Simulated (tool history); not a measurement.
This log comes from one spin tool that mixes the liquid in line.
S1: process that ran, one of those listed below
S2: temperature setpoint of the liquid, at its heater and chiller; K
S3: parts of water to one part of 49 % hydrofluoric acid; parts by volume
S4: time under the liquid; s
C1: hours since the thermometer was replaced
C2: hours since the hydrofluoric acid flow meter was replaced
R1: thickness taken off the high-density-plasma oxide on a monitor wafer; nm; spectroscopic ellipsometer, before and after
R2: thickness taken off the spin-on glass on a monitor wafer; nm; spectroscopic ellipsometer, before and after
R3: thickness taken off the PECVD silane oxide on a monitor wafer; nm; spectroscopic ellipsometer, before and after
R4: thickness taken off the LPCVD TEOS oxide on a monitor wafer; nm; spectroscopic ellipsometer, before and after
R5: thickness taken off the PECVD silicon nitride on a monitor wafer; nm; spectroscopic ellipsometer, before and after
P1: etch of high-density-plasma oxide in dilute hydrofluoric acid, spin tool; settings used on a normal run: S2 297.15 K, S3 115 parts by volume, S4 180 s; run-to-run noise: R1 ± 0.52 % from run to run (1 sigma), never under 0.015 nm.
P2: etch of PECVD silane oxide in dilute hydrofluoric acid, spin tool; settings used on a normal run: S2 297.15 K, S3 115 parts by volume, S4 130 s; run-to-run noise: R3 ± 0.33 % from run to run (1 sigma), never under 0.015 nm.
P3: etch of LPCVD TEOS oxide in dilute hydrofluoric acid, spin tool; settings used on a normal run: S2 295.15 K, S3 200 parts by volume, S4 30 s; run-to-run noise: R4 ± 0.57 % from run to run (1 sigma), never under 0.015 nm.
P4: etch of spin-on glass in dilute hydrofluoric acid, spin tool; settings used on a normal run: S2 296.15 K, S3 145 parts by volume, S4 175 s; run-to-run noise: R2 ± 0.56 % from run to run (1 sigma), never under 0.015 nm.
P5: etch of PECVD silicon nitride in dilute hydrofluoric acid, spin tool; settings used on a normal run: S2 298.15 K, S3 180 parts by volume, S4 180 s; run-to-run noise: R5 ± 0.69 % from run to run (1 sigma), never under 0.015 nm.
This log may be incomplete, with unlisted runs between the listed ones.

{"run": 1, "hour": 9.1, "S1": "P1", "S2": 297.15, "S3": 115, "S4": 180, "C1": 640.0, "C2": 1294.9, "R1": 13.35}
{"run": 2, "hour": 16.6, "S1": "P4", "S2": 296.15, "S3": 35, "S4": 175, "C1": 647.5, "C2": 1302.4, "R2": 126.93}
{"run": 3, "hour": 29.6, "S1": "P2", "S2": 297.15, "S3": 200, "S4": 130, "C1": 660.5, "C2": 1315.4, "R3": 14.548}
{"run": 4, "hour": 38.6, "S1": "P1", "S2": 297.15, "S3": 115, "S4": 180, "C1": 669.5, "C2": 1324.4, "R1": 13.585}
{"run": 5, "hour": 47.8, "S1": "P3", "S2": 295.15, "S3": 200, "S4": 15, "C1": 678.7, "C2": 1333.6, "R4": 3.1078}
{"run": 6, "hour": 60.0, "S1": "P1", "S2": 301.15, "S3": 45, "S4": 180, "C1": 690.9, "C2": 1345.8, "R1": 43.648}
{"run": 7, "hour": 74.0, "S1": "P3", "S2": 295.15, "S3": 35, "S4": 30, "C1": 704.9, "C2": 1359.8, "R4": 42.715}
{"run": 8, "hour": 85.9, "S1": "P2", "S2": 297.15, "S3": 115, "S4": 130, "C1": 716.8, "C2": 1371.7, "R3": 27.97}
{"run": 9, "hour": 95.2, "S1": "P2", "S2": 304.15, "S3": 115, "S4": 130, "C1": 726.1, "C2": 1381.0, "R3": 36.456}
{"run": 10, "hour": 107.4, "S1": "P4", "S2": 301.15, "S3": 145, "S4": 175, "C1": 738.3, "C2": 1393.2, "R2": 32.637}
{"run": 11, "hour": 115.4, "S1": "P4", "S2": 296.15, "S3": 145, "S4": 175, "C1": 746.3, "C2": 1401.2, "R2": 27.331}
{"run": 12, "hour": 126.5, "S1": "P1", "S2": 297.15, "S3": 115, "S4": 180, "C1": 757.4, "C2": 1412.3, "R1": 13.486}
{"run": 13, "hour": 134.2, "S1": "P1", "S2": 292.15, "S3": 180, "S4": 180, "C1": 765.1, "C2": 1420.0, "R1": 6.5484}
{"run": 14, "hour": 145.3, "S1": "P1", "S2": 297.15, "S3": 20, "S4": 180, "C1": 776.2, "C2": 1431.1, "R1": 87.725}
{"run": 15, "hour": 156.7, "S1": "P1", "S2": 303.65, "S3": 115, "S4": 345, "C1": 787.6, "C2": 1442.5, "R1": 32.915}
{"run": 16, "hour": 170.8, "S1": "P2", "S2": 297.15, "S3": 115, "S4": 15, "C1": 801.7, "C2": 1456.6, "R3": 3.1874}
{"run": 17, "hour": 182.7, "S1": "P3", "S2": 295.15, "S3": 200, "S4": 30, "C1": 813.6, "C2": 1468.5, "R4": 6.2287}
{"run": 18, "hour": 197.2, "S1": "P1", "S2": 297.15, "S3": 115, "S4": 330, "C1": 828.1, "C2": 1483.0, "R1": 24.495}
{"run": 19, "hour": 207.2, "S1": "P5", "S2": 298.15, "S3": 35, "S4": 180, "C1": 838.1, "C2": 1493.0, "R5": 17.475}
{"run": 20, "hour": 222.3, "S1": "P3", "S2": 295.15, "S3": 200, "S4": 30, "C1": 853.2, "C2": 1508.1, "R4": 6.2237}
{"run": 21, "hour": 236.2, "S1": "P1", "S2": 297.15, "S3": 115, "S4": 180, "C1": 867.1, "C2": 1522.0, "R1": 13.458}
{"run": 22, "hour": 249.7, "S1": "P1", "S2": 297.15, "S3": 115, "S4": 180, "C1": 880.6, "C2": 1535.5, "R1": 13.441}
{"run": 23, "hour": 260.2, "S1": "P1", "S2": 297.15, "S3": 195, "S4": 180, "C1": 891.1, "C2": 1546.0, "R1": 7.1803}
{"run": 24, "hour": 267.3, "S1": "P4", "S2": 296.15, "S3": 145, "S4": 350, "C1": 898.2, "C2": 1553.1, "R2": 53.724}
{"run": 25, "hour": 280.2, "S1": "P5", "S2": 298.15, "S3": 180, "S4": 315, "C1": 911.1, "C2": 1566.0, "R5": 6.2016}
{"run": 26, "hour": 294.8, "S1": "P5", "S2": 303.65, "S3": 180, "S4": 180, "C1": 925.7, "C2": 1580.6, "R5": 5.0226}
{"run": 27, "hour": 301.8, "S1": "P1", "S2": 290.15, "S3": 115, "S4": 180, "C1": 932.7, "C2": 1587.6, "R1": 10.069}
{"run": 28, "hour": 317.3, "S1": "P5", "S2": 298.15, "S3": 180, "S4": 180, "C1": 948.2, "C2": 1603.1, "R5": 3.5339}
{"run": 29, "hour": 325.0, "S1": "P1", "S2": 303.65, "S3": 115, "S4": 180, "C1": 955.9, "C2": 1610.8, "R1": 17.089}
{"run": 30, "hour": 334.4, "S1": "P3", "S2": 290.15, "S3": 200, "S4": 30, "C1": 965.3, "C2": 1620.2, "R4": 5.0796}
{"run": 31, "hour": 344.0, "S1": "P1", "S2": 297.15, "S3": 115, "S4": 15, "C1": 974.9, "C2": 1629.8, "R1": 1.1429}
{"run": 32, "hour": 359.7, "S1": "P1", "S2": 297.15, "S3": 115, "S4": 180, "C1": 990.6, "C2": 1645.5, "R1": 13.303}
{"run": 33, "hour": 368.2, "S1": "P1", "S2": 297.15, "S3": 115, "S4": 180, "C1": 999.1, "C2": 1654.0, "R1": 13.568}
{"run": 34, "hour": 379.2, "S1": "P1", "S2": 297.15, "S3": 115, "S4": 180, "C1": 1010.1, "C2": 1665.0, "R1": 13.839}
{"run": 35, "hour": 393.1, "S1": "P1", "S2": 297.15, "S3": 115, "S4": 180, "C1": 1024.0, "C2": 1678.9, "R1": 13.98}
{"run": 36, "hour": 408.5, "S1": "P1", "S2": 297.15, "S3": 115, "S4": 180, "C1": 1039.4, "C2": 1694.3, "R1": 14.201}
{"run": 37, "hour": 423.0, "S1": "P1", "S2": 297.15, "S3": 115, "S4": 180, "C1": 1053.9, "C2": 1708.8, "R1": 14.206}
{"run": 38, "hour": 430.7, "S1": "P1", "S2": 297.15, "S3": 115, "S4": 180, "C1": 1061.6, "C2": 1716.5, "R1": 14.331}
{"run": 39, "hour": 445.9, "S1": "P1", "S2": 297.15, "S3": 115, "S4": 180, "C1": 1076.8, "C2": 1731.7, "R1": 14.537}
{"run": 40, "hour": 454.3, "S1": "P1", "S2": 297.15, "S3": 115, "S4": 180, "C1": 1085.2, "C2": 1740.1, "R1": 14.349}
{"run": 41, "hour": 463.4, "S1": "P1", "S2": 297.15, "S3": 115, "S4": 180, "C1": 1094.3, "C2": 1749.2, "R1": 14.452}
{"run": 42, "hour": 474.6, "S1": "P1", "S2": 297.15, "S3": 115, "S4": 180, "C1": 1105.5, "C2": 1760.4, "R1": 14.309}
{"run": 43, "hour": 485.8, "S1": "P1", "S2": 297.15, "S3": 115, "S4": 180, "C1": 1116.7, "C2": 1771.6, "R1": 14.369}

The output of P1 has drifted from where it used to be. Each of the 2 causes below, taken at the size shown beside it, accounts for the log equally well:
A: liquid hotter than its thermometer reads (K) = 1.82
B: hydrofluoric acid flow above the setpoint (%) = 6.41
Onset of the creep was near hour 359.7.

The check runs listed below each take one wafer, and their results are still question marks. Under which run would the listed causes lead to clearly different results?
{"run": "check 1", "hour": 497.0, "S1": "P5", "S2": 301.15, "S3": 85, "S4": 180, "R5": "?"}
{"run": "check 2", "hour": 497.0, "S1": "P4", "S2": 296.15, "S3": 40, "S4": 340, "R2": "?"}
{"run": "check 3", "hour": 497.0, "S1": "P2", "S2": 300.65, "S3": 115, "S4": 40, "R3": "?"}
{"run": "check 4", "hour": 497.0, "S1": "P3", "S2": 291.15, "S3": 80, "S4": 30, "R4": "?"}

What every check run would give for each of its results, assuming each possible cause in turn:
check=check_1 result=R5 if_A=10.1460 if_B=9.6103
check=check_2 result=R2 if_A=233.450 if_B=231.060
check=check_3 result=R3 if_A=10.5040 if_B=10.5340
check=check_4 result=R4 if_A=16.1730 if_B=16.0280
Per-check spread between the two closest causes, in the result where they differ most: check 1 5.42 %; check 2 1.03 %; check 3 0.28 %; check 4 0.9 %
Check 1 is the one run that separates the causes; every other check would come out nearly the same whichever cause is at work.

With check 1 done, the readings were: R5 10.1020 nm. Identify which of the listed causes applies.

Of the candidate causes, it is A: liquid hotter than its thermometer reads (K).

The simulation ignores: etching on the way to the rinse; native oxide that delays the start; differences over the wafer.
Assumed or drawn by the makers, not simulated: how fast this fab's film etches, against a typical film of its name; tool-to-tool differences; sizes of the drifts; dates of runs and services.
